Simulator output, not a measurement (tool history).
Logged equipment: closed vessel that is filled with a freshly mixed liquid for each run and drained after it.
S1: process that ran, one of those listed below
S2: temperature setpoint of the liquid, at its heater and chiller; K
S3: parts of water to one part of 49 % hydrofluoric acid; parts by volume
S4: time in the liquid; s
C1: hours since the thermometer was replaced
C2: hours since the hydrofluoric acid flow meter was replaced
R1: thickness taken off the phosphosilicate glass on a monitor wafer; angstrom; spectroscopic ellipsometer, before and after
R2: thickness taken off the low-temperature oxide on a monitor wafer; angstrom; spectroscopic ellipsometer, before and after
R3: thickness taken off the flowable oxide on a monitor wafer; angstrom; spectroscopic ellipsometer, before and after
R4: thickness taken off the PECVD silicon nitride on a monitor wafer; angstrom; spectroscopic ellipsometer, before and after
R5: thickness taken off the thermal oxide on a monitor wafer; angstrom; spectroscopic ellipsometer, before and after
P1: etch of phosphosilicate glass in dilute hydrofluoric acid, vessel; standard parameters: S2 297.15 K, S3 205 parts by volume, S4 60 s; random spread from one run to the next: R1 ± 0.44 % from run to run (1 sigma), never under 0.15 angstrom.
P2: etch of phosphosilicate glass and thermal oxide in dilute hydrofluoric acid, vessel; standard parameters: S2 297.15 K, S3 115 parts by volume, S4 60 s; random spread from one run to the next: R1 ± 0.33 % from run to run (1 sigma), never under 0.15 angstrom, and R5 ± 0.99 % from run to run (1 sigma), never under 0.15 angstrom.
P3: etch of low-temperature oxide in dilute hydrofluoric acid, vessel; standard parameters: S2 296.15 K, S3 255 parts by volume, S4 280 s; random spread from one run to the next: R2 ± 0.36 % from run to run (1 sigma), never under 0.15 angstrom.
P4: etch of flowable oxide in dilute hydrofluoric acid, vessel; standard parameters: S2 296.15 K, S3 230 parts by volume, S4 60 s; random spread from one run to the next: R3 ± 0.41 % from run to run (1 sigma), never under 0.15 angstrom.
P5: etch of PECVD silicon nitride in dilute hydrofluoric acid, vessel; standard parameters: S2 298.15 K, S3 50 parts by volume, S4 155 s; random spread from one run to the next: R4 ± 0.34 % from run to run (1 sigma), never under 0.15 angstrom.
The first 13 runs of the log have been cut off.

run   hour  S1      S2   S3   S4      C1     C2        R1      R2       R3  R4       R5
 14  134.2  P4  296.15  230  100  1956.1  844.4                    154.020
 15  145.3  P3  296.15  255  560  1967.2  855.5            373.58
 16  156.2  P2  297.15   20   60  1978.1  866.4  2719.500                       165.080
 17  162.0  P2  297.15  115   60  1983.9  872.2   416.450                        25.855
 18  168.3  P1  297.15  205   60  1990.2  878.5   160.160
 19  181.6  P4  296.15  230   60  2003.5  891.8                     92.257
 20  190.4  P1  297.15   50   60  2012.3  900.6   788.610
 21  203.9  P3  296.15  255  280  2025.8  914.1            186.72
 22  215.0  P4  300.65  230   60  2036.9  925.2                    107.640

Estimate the outcome of run 23 from the log above:
 23  224.4  P1  297.15  315  60  2046.3  934.6   ?

{"run 23": {"R1": 93.318}}
